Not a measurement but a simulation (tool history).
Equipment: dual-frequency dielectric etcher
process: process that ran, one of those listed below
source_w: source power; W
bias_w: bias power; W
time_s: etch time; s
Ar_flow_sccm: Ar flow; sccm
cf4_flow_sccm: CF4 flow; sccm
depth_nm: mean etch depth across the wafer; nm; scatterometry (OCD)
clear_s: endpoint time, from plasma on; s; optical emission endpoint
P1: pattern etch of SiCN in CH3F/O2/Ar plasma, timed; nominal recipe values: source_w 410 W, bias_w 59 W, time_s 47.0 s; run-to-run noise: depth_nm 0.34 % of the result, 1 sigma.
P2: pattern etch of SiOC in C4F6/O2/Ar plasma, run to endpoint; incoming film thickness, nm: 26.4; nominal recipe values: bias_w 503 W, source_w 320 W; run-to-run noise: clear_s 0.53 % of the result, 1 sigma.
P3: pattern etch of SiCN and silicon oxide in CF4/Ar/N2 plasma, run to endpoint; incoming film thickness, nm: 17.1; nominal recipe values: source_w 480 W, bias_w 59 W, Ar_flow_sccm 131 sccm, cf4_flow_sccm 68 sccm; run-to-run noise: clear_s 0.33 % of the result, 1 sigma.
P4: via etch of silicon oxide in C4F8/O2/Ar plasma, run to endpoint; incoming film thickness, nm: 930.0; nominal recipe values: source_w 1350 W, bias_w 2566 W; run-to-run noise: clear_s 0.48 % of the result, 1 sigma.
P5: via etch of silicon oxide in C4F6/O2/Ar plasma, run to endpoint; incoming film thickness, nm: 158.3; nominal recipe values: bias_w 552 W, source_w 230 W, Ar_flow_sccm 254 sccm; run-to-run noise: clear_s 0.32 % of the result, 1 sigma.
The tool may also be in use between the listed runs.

run   hour  process  source_w  bias_w  time_s  Ar_flow_sccm  cf4_flow_sccm  hours since the last wet clean  hours since the last source power generator calibration  hours since the last bias power generator calibration  depth_nm   clear_s
  1    7.2       P1       410      59    47.0                                                        204.6                                                   2113.8                                                  655.1    16.426
  2   12.4       P1       320      59    47.0                                                        209.8                                                   2119.0                                                  660.3    14.933
  3   18.5       P1       410      59    31.5                                                        215.9                                                   2125.1                                                  666.4    11.003
  4   25.7       P4       820    2566                                                                223.1                                                   2132.3                                                  673.6            243.6400
  5   30.6       P3       570      59                   131             68                           228.0                                                   2137.2                                                  678.5             18.0450
  6   35.9       P3       480      59                   131             68                           233.3                                                   2142.5                                                  683.8             21.0490
  7   44.0       P5       230     721                   254                                          241.4                                                   2150.6                                                  691.9             36.3550
  8   50.9       P1       410      59    47.0                                                        248.3                                                   2157.5                                                  698.8    16.477
  9   56.3       P1       410      59    47.0                                                        253.7                                                   2162.9                                                  704.2    16.387
 10   63.1       P2       320     503                                                                260.5                                                   2169.7                                                  711.0              9.6425
 11   68.5       P5       230     552                   254                                          265.9                                                   2175.1                                                  716.4             40.5410
 12   75.9       P1       510      59    47.0                                                        273.3                                                   2182.5                                                  723.8    17.786
 13   85.3       P3       480      84                   131             68                           282.7                                                   2191.9                                                  733.2             18.5540
 14   93.0       P1       410      59    47.0                                                        290.4                                                   2199.6                                                  740.9    16.365
 15   99.5       P1       410      59    47.0                                                        296.9                                                   2206.1                                                  747.4    16.436
 16  106.1       P4      1350    2566                                                                303.5                                                   2212.7                                                  754.0            199.4600
 17  112.8       P2       320     503                                                                310.2                                                   2219.4                                                  760.7              9.7117
 18  121.9       P2       320     621                                                                319.3                                                   2228.5                                                  769.8              8.9053
 19  126.5       P2       200     503                                                                323.9                                                   2233.1                                                  774.4             11.4950
 20  130.9       P5       160     552                   254                                          328.3                                                   2237.5                                                  778.8             46.1910
 21  135.2       P1       410      47    61.0                                                        332.6                                                   2241.8                                                  783.1    19.778
 22  141.9       P1       410      36    47.0                                                        339.3                                                   2248.5                                                  789.8    14.021
 23  149.3       P3       480      59                   162             68                           346.7                                                   2255.9                                                  797.2             21.7810
 24  156.5       P4      1350    2007                                                                353.9                                                   2263.1                                                  804.4            216.4000
 25  164.1       P1       410      59    47.0                                                        361.5                                                   2270.7                                                  812.0    16.424
 26  169.7       P4      1350    2566                                                                367.1                                                   2276.3                                                  817.6            201.4600
 27  178.7       P1       410      83    47.0                                                        376.1                                                   2285.3                                                  826.6    18.499
 28  182.8       P5       230     552                   147                                          380.2                                                   2289.4                                                  830.7             38.1400
 29  189.5       P5       230     552                   254                                          386.9                                                   2296.1                                                  837.4             40.5060
 30  194.6       P3       480      59                   131             89                           392.0                                                   2301.2                                                  842.5             20.1740
 31  199.9       P1       410      59    69.0                                                        397.3                                                   2306.5                                                  847.8    24.077
 32  206.6       P1       410      59    47.0                                                        404.0                                                   2313.2                                                  854.5    16.456
 33  211.2       P1       410      59    47.0                                                        408.6                                                   2317.8                                                  859.1    16.300
 34  218.0       P1       410      59    47.0                                                        415.4                                                   2324.6                                                  865.9    16.282
 35  224.0       P1       410      59    47.0                                                        421.4                                                   2330.6                                                  871.9    16.205
 36  230.4       P1       410      59    47.0                                                        427.8                                                   2337.0                                                  878.3    16.189
     236.1  -- wet clean of the chamber
 37  236.8       P1       410      59    47.0                                                          0.8                                                   2343.4                                                  884.7    16.215

The next listed run, before its measurement:
 38  245.8       P1       410      59    47.0                                                          9.8                                                   2352.4                                                  893.7         ?

For run 38 the tool returned depth_nm 16.123 nm.
